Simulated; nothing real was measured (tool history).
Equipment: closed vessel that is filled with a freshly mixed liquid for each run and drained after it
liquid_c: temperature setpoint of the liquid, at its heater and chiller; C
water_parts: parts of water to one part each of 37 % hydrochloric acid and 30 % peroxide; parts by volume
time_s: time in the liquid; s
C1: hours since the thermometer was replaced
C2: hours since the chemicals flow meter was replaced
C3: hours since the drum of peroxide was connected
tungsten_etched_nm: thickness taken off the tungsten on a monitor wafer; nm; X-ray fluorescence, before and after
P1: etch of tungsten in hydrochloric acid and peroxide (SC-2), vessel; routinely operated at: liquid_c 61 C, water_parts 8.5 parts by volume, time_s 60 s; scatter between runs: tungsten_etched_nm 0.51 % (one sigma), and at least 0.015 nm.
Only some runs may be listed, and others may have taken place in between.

{"run": 1, "hour": 2.4, "liquid_c": 61, "water_parts": 8.5, "time_s": 60, "C1": 650.2, "C2": 295, "C3": 111.2, "tungsten_etched_nm": 32.238}
{"run": 2, "hour": 5.5, "liquid_c": 46, "water_parts": 8.5, "time_s": 60, "C1": 653.3, "C2": 298.1, "C3": 114.3, "tungsten_etched_nm": 12.068}
{"run": 3, "hour": 7.9, "liquid_c": 61, "water_parts": 8.5, "time_s": 60, "C1": 655.7, "C2": 300.5, "C3": 116.7, "tungsten_etched_nm": 32.319}
{"run": 4, "hour": 12.0, "liquid_c": 61, "water_parts": 13.5, "time_s": 60, "C1": 659.8, "C2": 304.6, "C3": 120.8, "tungsten_etched_nm": 21.859}
{"run": 5, "hour": 16.1, "liquid_c": 61, "water_parts": 8.5, "time_s": 60, "C1": 663.9, "C2": 308.7, "C3": 124.9, "tungsten_etched_nm": 32.093}
{"run": 6, "hour": 20.3, "liquid_c": 61, "water_parts": 4, "time_s": 60, "C1": 668.1, "C2": 312.9, "C3": 129.1, "tungsten_etched_nm": 56.315}
{"run": 7, "hour": 24.2, "liquid_c": 61, "water_parts": 8.5, "time_s": 60, "C1": 672, "C2": 316.8, "C3": 133, "tungsten_etched_nm": 32.174}
{"run": 8, "hour": 27.2, "liquid_c": 61, "water_parts": 8.5, "time_s": 30, "C1": 675, "C2": 319.8, "C3": 136, "tungsten_etched_nm": 16.133}
{"run": 9, "hour": 29.7, "liquid_c": 72, "water_parts": 8.5, "time_s": 30, "C1": 677.5, "C2": 322.3, "C3": 138.5, "tungsten_etched_nm": 31.401}
{"run": 10, "hour": 33.5, "liquid_c": 61, "water_parts": 8.5, "time_s": 120, "C1": 681.3, "C2": 326.1, "C3": 142.3, "tungsten_etched_nm": 64.719}
{"run": 11, "hour": 37.7, "liquid_c": 61, "water_parts": 4, "time_s": 30, "C1": 685.5, "C2": 330.3, "C3": 146.5, "tungsten_etched_nm": 28.148}
{"run": 12, "hour": 42.0, "liquid_c": 61, "water_parts": 12, "time_s": 110, "C1": 689.8, "C2": 334.6, "C3": 150.8, "tungsten_etched_nm": 44.545}
{"run": 13, "hour": 46.4, "liquid_c": 72, "water_parts": 8.5, "time_s": 60, "C1": 694.2, "C2": 339, "C3": 155.2, "tungsten_etched_nm": 62.523}
{"run": 14, "hour": 49.2, "liquid_c": 61, "water_parts": 8.5, "time_s": 60, "C1": 697, "C2": 341.8, "C3": 158, "tungsten_etched_nm": 32.223}
{"run": 15, "hour": 53.6, "liquid_c": 61, "water_parts": 8.5, "time_s": 60, "C1": 701.4, "C2": 346.2, "C3": 162.4, "tungsten_etched_nm": 32.162}
{"run": 16, "hour": 57.8, "liquid_c": 61, "water_parts": 8.5, "time_s": 60, "C1": 705.6, "C2": 350.4, "C3": 166.6, "tungsten_etched_nm": 33.386}
{"run": 17, "hour": 62.1, "liquid_c": 61, "water_parts": 8.5, "time_s": 60, "C1": 709.9, "C2": 354.7, "C3": 170.9, "tungsten_etched_nm": 33.909}
{"run": 18, "hour": 64.6, "liquid_c": 61, "water_parts": 8.5, "time_s": 60, "C1": 712.4, "C2": 357.2, "C3": 173.4, "tungsten_etched_nm": 34.412}
{"run": 19, "hour": 67.2, "liquid_c": 61, "water_parts": 8.5, "time_s": 60, "C1": 715, "C2": 359.8, "C3": 176, "tungsten_etched_nm": 35.138}
{"run": 20, "hour": 72.1, "liquid_c": 61, "water_parts": 8.5, "time_s": 60, "C1": 719.9, "C2": 364.7, "C3": 180.9, "tungsten_etched_nm": 35.051}
{"run": 21, "hour": 77.0, "liquid_c": 61, "water_parts": 8.5, "time_s": 60, "C1": 724.8, "C2": 369.6, "C3": 185.8, "tungsten_etched_nm": 35.11}
{"run": 22, "hour": 79.7, "liquid_c": 61, "water_parts": 8.5, "time_s": 60, "C1": 727.5, "C2": 372.3, "C3": 188.5, "tungsten_etched_nm": 34.826}
{"run": 23, "hour": 83.1, "liquid_c": 61, "water_parts": 8.5, "time_s": 60, "C1": 730.9, "C2": 375.7, "C3": 191.9, "tungsten_etched_nm": 35.078}
{"run": 24, "hour": 87.0, "liquid_c": 61, "water_parts": 8.5, "time_s": 60, "C1": 734.8, "C2": 379.6, "C3": 195.8, "tungsten_etched_nm": 35.316}

Compared with where it was, what P1 gives has crept away. Each cause listed below fits the log as well as the rest, at the size given for it:
A: liquid hotter than its thermometer reads (K) = 1.43
B: chemicals flow above the setpoint (%) = 11.7
The process output started creeping at around hour 53.6.
Ruled out, with reasons:
peroxide weaker than its label (%): 8 at the very most, moving tungsten_etched_nm by -7.3 %, which is either too weak or the wrong sign

The list below offers 4 check runs, each averaging the results of 3 wafers, and shows each result as a question mark. For which of them would the listed causes give clearly different results?
{"run": "check 1", "hour": 90.9, "liquid_c": 54.5, "water_parts": 8.5, "time_s": 60, "tungsten_etched_nm": "?"}
{"run": "check 2", "hour": 90.9, "liquid_c": 72, "water_parts": 8.5, "time_s": 60, "tungsten_etched_nm": "?"}
{"run": "check 3", "hour": 90.9, "liquid_c": 61, "water_parts": 12, "time_s": 100, "tungsten_etched_nm": "?"}
{"run": "check 4", "hour": 90.9, "liquid_c": 46, "water_parts": 4, "time_s": 60, "tungsten_etched_nm": "?"}

Predicted outcomes, by check and by cause:
check=check_1 result=tungsten_etched_nm if_A=23.414 if_B=23.325
check=check_2 result=tungsten_etched_nm if_A=68.146 if_B=68.511
check=check_3 result=tungsten_etched_nm if_A=44.092 if_B=44.326
check=check_4 result=tungsten_etched_nm if_A=23.381 if_B=22.806
How far apart the two closest causes lie, in the result that separates them most: check 1 0.38 %; check 2 0.53 %; check 3 0.53 %; check 4 2.49 %
The other checks would show nearly matching results whichever cause is true, so check 4 is the only one that separates the causes.

Then check 4 was run and gave: tungsten_etched_nm 23.432 nm. Which cause is it?

A is the cause: liquid hotter than its thermometer reads (K).

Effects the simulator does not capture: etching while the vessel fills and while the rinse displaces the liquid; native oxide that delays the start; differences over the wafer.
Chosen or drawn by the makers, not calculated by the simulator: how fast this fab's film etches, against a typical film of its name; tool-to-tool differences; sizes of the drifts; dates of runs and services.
